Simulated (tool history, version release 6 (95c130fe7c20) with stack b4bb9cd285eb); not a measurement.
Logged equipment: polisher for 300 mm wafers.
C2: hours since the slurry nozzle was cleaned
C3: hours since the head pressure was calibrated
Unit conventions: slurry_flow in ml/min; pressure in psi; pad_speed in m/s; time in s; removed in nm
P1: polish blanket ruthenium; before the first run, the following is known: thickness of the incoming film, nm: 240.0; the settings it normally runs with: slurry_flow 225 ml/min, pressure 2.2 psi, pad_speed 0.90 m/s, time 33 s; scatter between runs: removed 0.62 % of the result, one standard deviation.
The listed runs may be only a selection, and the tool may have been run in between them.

Run 1, hour 10.9: slurry_flow 225 ml/min, pressure 2.2 psi, pad_speed 0.90 m/s, time 33 s; wafers polished on this pad 945; C2 83.3; C3 360.2. Result: removed 39.004 nm.
Run 2, hour 20.2: slurry_flow 225 ml/min, pressure 3.2 psi, pad_speed 1.18 m/s, time 33 s; wafers polished on this pad 1071; C2 92.6; C3 369.5. Result: removed 74.600 nm.
Run 3, hour 27.2: slurry_flow 225 ml/min, pressure 3.2 psi, pad_speed 0.90 m/s, time 33 s; wafers polished on this pad 1167; C2 99.6; C3 376.5. Result: removed 56.430 nm.
Run 4, hour 37.6: slurry_flow 225 ml/min, pressure 1.1 psi, pad_speed 0.90 m/s, time 33 s; wafers polished on this pad 1309; C2 110.0; C3 386.9. Result: removed 19.424 nm.
Run 5, hour 48.4: slurry_flow 225 ml/min, pressure 2.2 psi, pad_speed 0.90 m/s, time 16 s; wafers polished on this pad 1456; C2 120.8; C3 397.7. Result: removed 19.167 nm.
Run 6, hour 56.7: slurry_flow 225 ml/min, pressure 2.2 psi, pad_speed 0.90 m/s, time 33 s; wafers polished on this pad 1569; C2 129.1; C3 406.0. Result: removed 39.069 nm.
Run 7, hour 65.3: slurry_flow 160 ml/min, pressure 2.2 psi, pad_speed 0.90 m/s, time 33 s; wafers polished on this pad 1686; C2 137.7; C3 414.6. Result: removed 37.267 nm.
Run 8, hour 72.0: slurry_flow 225 ml/min, pressure 2.2 psi, pad_speed 1.32 m/s, time 33 s; wafers polished on this pad 1777; C2 144.4; C3 421.3. Result: removed 57.420 nm.
Run 9, hour 82.5: slurry_flow 225 ml/min, pressure 1.0 psi, pad_speed 0.68 m/s, time 33 s; wafers polished on this pad 1920; C2 154.9; C3 431.8. Result: removed 13.468 nm.
Run 10, hour 90.4: slurry_flow 225 ml/min, pressure 2.2 psi, pad_speed 0.90 m/s, time 33 s; wafers polished on this pad 2028; C2 162.8; C3 439.7. Result: removed 39.100 nm.
Run 11, hour 101.4: slurry_flow 350 ml/min, pressure 2.2 psi, pad_speed 0.90 m/s, time 33 s; wafers polished on this pad 2178; C2 173.8; C3 450.7. Result: removed 40.860 nm.
Run 12, hour 107.3: slurry_flow 225 ml/min, pressure 2.2 psi, pad_speed 0.90 m/s, time 33 s; wafers polished on this pad 2258; C2 179.7; C3 456.6. Result: removed 39.061 nm.
Run 13, hour 116.6: slurry_flow 225 ml/min, pressure 2.2 psi, pad_speed 0.42 m/s, time 33 s; wafers polished on this pad 2385; C2 189.0; C3 465.9. Result: removed 18.132 nm.
Run 14, hour 128.7: slurry_flow 225 ml/min, pressure 2.2 psi, pad_speed 0.90 m/s, time 33 s; wafers polished on this pad 2550; C2 201.1; C3 478.0. Result: removed 38.876 nm.
Run 15, hour 141.6: slurry_flow 225 ml/min, pressure 2.2 psi, pad_speed 0.90 m/s, time 44 s; wafers polished on this pad 2726; C2 214.0; C3 490.9. Result: removed 52.053 nm.
Run 16, hour 149.3: slurry_flow 225 ml/min, pressure 2.2 psi, pad_speed 0.90 m/s, time 33 s; wafers polished on this pad 2831; C2 221.7; C3 498.6. Result: removed 39.266 nm.
Run 17, hour 159.8: slurry_flow 225 ml/min, pressure 2.2 psi, pad_speed 0.90 m/s, time 33 s; wafers polished on this pad 2974; C2 232.2; C3 509.1. Result: removed 38.260 nm.
Run 18, hour 172.5: slurry_flow 225 ml/min, pressure 2.2 psi, pad_speed 0.90 m/s, time 33 s; wafers polished on this pad 3147; C2 244.9; C3 521.8. Result: removed 37.729 nm.
Run 19, hour 178.2: slurry_flow 225 ml/min, pressure 2.2 psi, pad_speed 0.90 m/s, time 33 s; wafers polished on this pad 3224; C2 250.6; C3 527.5. Result: removed 37.058 nm.
Run 20, hour 184.4: slurry_flow 225 ml/min, pressure 2.2 psi, pad_speed 0.90 m/s, time 33 s; wafers polished on this pad 3309; C2 256.8; C3 533.7. Result: removed 36.944 nm.
Run 21, hour 195.3: slurry_flow 225 ml/min, pressure 2.2 psi, pad_speed 0.90 m/s, time 33 s; wafers polished on this pad 3457; C2 267.7; C3 544.6. Result: removed 36.655 nm.
Run 22, hour 201.8: slurry_flow 225 ml/min, pressure 2.2 psi, pad_speed 0.90 m/s, time 33 s; wafers polished on this pad 3546; C2 274.2; C3 551.1. Result: removed 36.627 nm.
At hour 204.9: head pressure recalibrated.
Run 23, hour 213.5: slurry_flow 225 ml/min, pressure 2.2 psi, pad_speed 0.90 m/s, time 33 s; wafers polished on this pad 3705; C2 285.9; C3 8.6. Result: removed 36.215 nm.
Run 24, hour 223.3: slurry_flow 225 ml/min, pressure 2.2 psi, pad_speed 0.90 m/s, time 33 s; wafers polished on this pad 3839; C2 295.7; C3 18.4. Result: removed 36.639 nm.
Run 25, hour 230.6: slurry_flow 225 ml/min, pressure 2.2 psi, pad_speed 0.90 m/s, time 33 s; wafers polished on this pad 3938; C2 303.0; C3 25.7. Result: removed 36.301 nm.

P1 has crept away from where it was. The log is fitted equally well by each of these 2 causes, at the sizes shown:
A: slurry flow missing at the pad, % = 38.4
B: removal rate lost through wear of the pad, % = 6.98
The onset of the drift is placed at about hour 149.3.
Excluded causes, each with its reason:
head's pressure below its setpoint, %: serviced at hour 204.9, after the drift had started, without restoring the earlier output

Consider the 4 check runs below, whose results appear as question marks and each of which averages 5 wafers. Which one distinguishes the causes, in that each cause would give it a clearly different result?
Run check 1, hour 237.9: slurry_flow 225 ml/min, pressure 2.2 psi, pad_speed 1.12 m/s, time 33 s. Result: removed ?.
Run check 2, hour 237.9: slurry_flow 225 ml/min, pressure 1.3 psi, pad_speed 0.90 m/s, time 33 s. Result: removed ?.
Run check 3, hour 237.9: slurry_flow 225 ml/min, pressure 1.3 psi, pad_speed 0.90 m/s, time 17 s. Result: removed ?.
Run check 4, hour 237.9: slurry_flow 165 ml/min, pressure 2.2 psi, pad_speed 0.90 m/s, time 23 s. Result: removed ?.

Check results expected under each cause:
  check   result    if A    if B
check 1  removed  45.288  45.291
check 2  removed  21.505  21.506
check 3  removed  11.078  11.079
check 4  removed  23.734  24.310
How far apart the two closest causes lie, in the result that separates them most: check 1 0.01 %; check 2 0.01 %; check 3 0.01 %; check 4 2.4 %
Only check 4 tells the causes apart: in the others they would give nearly the same result.

Check 4 has now been run. It gave: removed 23.763 nm. Which of the candidate causes is it?

It was cause A: slurry flow missing at the pad, %.
